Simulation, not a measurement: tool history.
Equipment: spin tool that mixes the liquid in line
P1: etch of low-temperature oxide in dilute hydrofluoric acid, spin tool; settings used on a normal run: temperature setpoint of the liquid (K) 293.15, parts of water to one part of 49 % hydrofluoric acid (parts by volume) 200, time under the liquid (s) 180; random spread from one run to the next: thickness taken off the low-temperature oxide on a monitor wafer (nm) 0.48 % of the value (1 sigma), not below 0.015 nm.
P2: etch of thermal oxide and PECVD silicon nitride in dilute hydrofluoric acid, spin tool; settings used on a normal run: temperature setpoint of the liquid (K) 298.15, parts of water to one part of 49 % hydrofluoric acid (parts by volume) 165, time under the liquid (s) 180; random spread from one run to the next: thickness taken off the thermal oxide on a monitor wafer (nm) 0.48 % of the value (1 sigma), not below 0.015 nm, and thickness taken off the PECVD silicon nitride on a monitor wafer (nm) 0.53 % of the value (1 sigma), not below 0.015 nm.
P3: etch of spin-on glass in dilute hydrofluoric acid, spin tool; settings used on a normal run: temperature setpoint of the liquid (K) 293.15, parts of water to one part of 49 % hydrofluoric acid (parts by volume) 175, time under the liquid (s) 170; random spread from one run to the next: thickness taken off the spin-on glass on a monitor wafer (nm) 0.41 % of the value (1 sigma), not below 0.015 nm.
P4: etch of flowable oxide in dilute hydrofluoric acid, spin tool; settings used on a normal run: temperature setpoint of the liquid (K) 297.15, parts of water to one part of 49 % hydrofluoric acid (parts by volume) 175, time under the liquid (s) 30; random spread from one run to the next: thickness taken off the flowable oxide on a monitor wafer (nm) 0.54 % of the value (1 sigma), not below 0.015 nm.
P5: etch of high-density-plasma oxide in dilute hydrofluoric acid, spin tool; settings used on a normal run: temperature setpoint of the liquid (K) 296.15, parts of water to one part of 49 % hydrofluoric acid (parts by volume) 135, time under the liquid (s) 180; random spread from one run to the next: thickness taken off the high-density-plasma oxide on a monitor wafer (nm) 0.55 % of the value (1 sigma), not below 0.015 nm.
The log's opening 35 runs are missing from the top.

run,hour,process that ran,temperature setpoint of the liquid (K),parts of water to one part of 49 % hydrofluoric acid (parts by volume),time under the liquid (s),hours since the thermometer was replaced,hours since the hydrofluoric acid flow meter was replaced,thickness taken off the low-temperature oxide on a monitor wafer (nm),thickness taken off the spin-on glass on a monitor wafer (nm),thickness taken off the high-density-plasma oxide on a monitor wafer (nm),thickness taken off the flowable oxide on a monitor wafer (nm),thickness taken off the thermal oxide on a monitor wafer (nm),thickness taken off the PECVD silicon nitride on a monitor wafer (nm)
36,474.7,P1,293.15,60,180,2618.1,1100.9,69.4990,,,,,
37,483.8,P1,293.15,200,180,2627.2,1110.0,18.1250,,,,,
38,499.0,P1,293.15,200,180,2642.4,1125.2,18.4460,,,,,
39,516.8,P1,293.15,200,180,2660.2,1143.0,18.9180,,,,,
40,526.4,P1,293.15,200,180,2669.8,1152.6,18.9180,,,,,
41,544.5,P1,293.15,200,180,2687.9,1170.7,19.2750,,,,,
42,561.2,P1,293.15,200,180,2704.6,1187.4,19.3310,,,,,
43,579.4,P1,293.15,200,180,2722.8,1205.6,19.2970,,,,,
44,589.9,P1,293.15,200,180,2733.3,1216.1,19.1950,,,,,

Run 45 has not been measured yet. What should we expect?
45,601.7,P1,293.15,200,180,2745.1,1227.9,?,,,,,

{"run 45": {"thickness taken off the low-temperature oxide on a monitor wafer (nm)": 19.12}}

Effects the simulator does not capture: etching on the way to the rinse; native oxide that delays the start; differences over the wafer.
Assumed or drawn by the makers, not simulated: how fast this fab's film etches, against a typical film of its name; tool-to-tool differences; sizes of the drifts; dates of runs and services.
